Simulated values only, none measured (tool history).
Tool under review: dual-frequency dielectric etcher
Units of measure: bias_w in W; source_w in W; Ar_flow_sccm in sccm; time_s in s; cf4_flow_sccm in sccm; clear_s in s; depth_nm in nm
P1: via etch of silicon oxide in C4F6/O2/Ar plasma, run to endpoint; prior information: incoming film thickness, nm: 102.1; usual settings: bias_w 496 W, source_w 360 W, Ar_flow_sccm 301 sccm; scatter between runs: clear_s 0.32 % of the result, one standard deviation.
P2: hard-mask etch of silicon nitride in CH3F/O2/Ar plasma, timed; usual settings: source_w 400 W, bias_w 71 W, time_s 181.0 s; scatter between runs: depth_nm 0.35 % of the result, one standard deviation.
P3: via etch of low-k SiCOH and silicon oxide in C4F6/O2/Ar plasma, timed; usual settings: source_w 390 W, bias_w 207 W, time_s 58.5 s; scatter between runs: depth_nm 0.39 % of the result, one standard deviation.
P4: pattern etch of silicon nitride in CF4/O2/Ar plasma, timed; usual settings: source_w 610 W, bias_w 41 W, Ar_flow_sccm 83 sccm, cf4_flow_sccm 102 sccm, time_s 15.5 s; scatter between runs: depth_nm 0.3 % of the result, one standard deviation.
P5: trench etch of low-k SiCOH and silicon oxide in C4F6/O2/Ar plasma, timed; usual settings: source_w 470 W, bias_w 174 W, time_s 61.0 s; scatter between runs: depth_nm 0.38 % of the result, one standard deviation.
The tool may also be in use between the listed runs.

run,hour,process,bias_w,source_w,Ar_flow_sccm,time_s,cf4_flow_sccm,clear_s,depth_nm
1,9.5,P1,496,360,301,,,24.368,
2,20.2,P1,496,470,301,,,22.239,
3,27.2,P5,174,330,,61.0,,,178.890
4,32.4,P1,320,360,301,,,28.629,
5,43.2,P2,71,400,,247.0,,,176.280
6,48.2,P2,71,270,,181.0,,,111.320
7,54.8,P4,55,610,83,15.5,102,,36.076
8,62.4,P5,135,470,,61.0,,,192.000
9,70.1,P3,207,310,,58.5,,,145.260
10,76.9,P4,41,610,83,15.5,102,,32.706
11,87.6,P1,496,360,301,,,24.585,
12,94.1,P2,90,400,,181.0,,,139.990
13,103.1,P3,207,390,,39.0,,,106.390
14,113.8,P4,41,610,83,15.5,144,,33.935
15,119.9,P5,174,470,,82.0,,,279.560
16,130.0,P1,496,360,301,,,24.426,
17,135.7,P5,174,470,,61.0,,,207.990
18,142.8,P1,496,360,301,,,24.359,
19,150.2,P4,41,860,83,15.5,102,,44.217
20,155.2,P1,496,360,361,,,24.975,
21,159.9,P1,608,360,384,,,23.304,
22,165.8,P4,41,610,83,20.0,102,,42.042
23,172.1,P3,152,390,,58.5,,,145.060
24,179.2,P4,41,610,83,15.5,102,,32.524

Run 25 has not been measured yet. What should we expect?
25,187.3,P1,496,450,393,,,?,

{"run 25": {"clear_s": 23.104}}
